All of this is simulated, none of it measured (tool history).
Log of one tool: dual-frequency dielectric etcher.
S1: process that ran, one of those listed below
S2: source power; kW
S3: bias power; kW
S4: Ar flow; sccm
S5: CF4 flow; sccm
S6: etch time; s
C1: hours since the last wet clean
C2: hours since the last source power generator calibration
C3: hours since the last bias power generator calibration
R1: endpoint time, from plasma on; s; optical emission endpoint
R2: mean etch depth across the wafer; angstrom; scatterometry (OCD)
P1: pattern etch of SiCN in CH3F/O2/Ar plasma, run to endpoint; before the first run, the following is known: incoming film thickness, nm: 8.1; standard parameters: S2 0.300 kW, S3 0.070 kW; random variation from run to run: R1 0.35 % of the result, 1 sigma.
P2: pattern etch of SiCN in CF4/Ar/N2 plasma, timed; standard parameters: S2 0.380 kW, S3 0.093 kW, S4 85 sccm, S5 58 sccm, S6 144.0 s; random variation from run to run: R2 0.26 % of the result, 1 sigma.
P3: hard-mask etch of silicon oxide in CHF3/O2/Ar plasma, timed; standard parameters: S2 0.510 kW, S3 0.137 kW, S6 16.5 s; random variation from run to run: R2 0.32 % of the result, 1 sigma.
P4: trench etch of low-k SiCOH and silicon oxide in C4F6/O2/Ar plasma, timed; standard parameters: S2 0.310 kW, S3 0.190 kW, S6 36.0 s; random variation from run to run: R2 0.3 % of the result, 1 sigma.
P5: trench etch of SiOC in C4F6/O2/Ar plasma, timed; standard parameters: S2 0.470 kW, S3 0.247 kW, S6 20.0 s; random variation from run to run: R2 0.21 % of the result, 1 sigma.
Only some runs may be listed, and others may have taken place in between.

run     day  S1     S2     S3  S4  S5     S6     C1      C2      C3      R1       R2
  1   0.450  P1  0.300  0.070                 359.4  2227.5  3096.3  24.183
  2   0.754  P2  0.380  0.123  85  58  144.0  366.7  2234.8  3103.6          1330.20
  3   1.225  P1  0.300  0.070                 378.0  2246.1  3114.9  24.039
  4   1.733  P1  0.400  0.070                 390.2  2258.3  3127.1  21.672
  5   2.058  P5  0.630  0.247           20.0  398.0  2266.1  3134.9           555.52
  6   2.571  P1  0.300  0.070                 410.3  2278.4  3147.2  23.950
  7   3.208  P5  0.470  0.247           20.0  425.6  2293.7  3162.5           497.57
  8   3.667  P1  0.300  0.086                 436.6  2304.7  3173.5  22.388
  9   4.008  P1  0.180  0.070                 444.8  2312.9  3181.7  29.145
 10   4.450  P4  0.310  0.270           36.0  455.4  2323.5  3192.3          1204.80
 11   4.962  P2  0.380  0.093  51  58  144.0  467.7  2335.8  3204.6          1277.90
 12   5.625  P5  0.470  0.345           20.0  483.6  2351.7  3220.5           556.95
 13   5.917  P4  0.410  0.190           36.0  490.6  2358.7  3227.5          1200.00
 14   6.450  P1  0.180  0.050                 503.4  2371.5  3240.3  32.957
 15   6.854  P3  0.510  0.177           16.5  513.1  2381.2  3250.0           313.43
 16   7.471  P2  0.380  0.093  85  58   79.0  527.9  2396.0  3264.8           656.06
 17   7.892  P1  0.300  0.047                 538.0  2406.1  3274.9  27.711
      8.338  -- wet clean of the chamber
 18   8.392  P3  0.510  0.137           16.5    1.4  2418.1  3286.9           285.09
 19   9.017  P2  0.380  0.093  85  58  144.0   16.4  2433.1  3301.9          1194.20
 20   9.425  P1  0.300  0.070                  26.2  2442.9  3311.7  24.276
 21   9.983  P4  0.310  0.190           36.0   39.6  2456.3  3325.1          1073.20
 22  10.421  P5  0.470  0.247           29.5   50.1  2466.8  3335.6           734.20
 23  10.742  P2  0.510  0.093  85  58  144.0   57.8  2474.5  3343.3          1544.40
 24  11.417  P5  0.470  0.247           20.0   74.0  2490.7  3359.5           497.17
 25  11.892  P3  0.510  0.137           16.5   85.4  2502.1  3370.9           285.27
 26  12.254  P4  0.310  0.190           27.5   94.1  2510.8  3379.6           820.33
 27  12.712  P3  0.510  0.137           20.5  105.1  2521.8  3390.6           354.10
 28  13.238  P2  0.380  0.093  85  40  144.0  117.7  2534.4  3403.2          1134.30
 29  13.642  P3  0.640  0.137           16.5  127.4  2544.1  3412.9           311.17
 30  14.308  P1  0.300  0.070                 143.4  2560.1  3428.9  24.135
 31  14.775  P2  0.380  0.093  85  58  144.0  154.6  2571.3  3440.1          1193.90
 32  15.133  P1  0.300  0.070                 163.2  2579.9  3448.7  24.110
 33  15.475  P1  0.300  0.070                 171.4  2588.1  3456.9  23.863
 34  15.871  P1  0.300  0.070                 180.9  2597.6  3466.4  23.961
 35  16.192  P1  0.300  0.070                 188.6  2605.3  3474.1  23.701
     16.504  -- wet clean of the chamber
 36  16.704  P1  0.300  0.070                   4.8  2617.6  3486.4  23.686

Run 37 comes next. What will it give?
 37  17.021  P1  0.300  0.070              12.4  2625.2  3494.0   ?

{"run 37": {"R1": 23.67}}
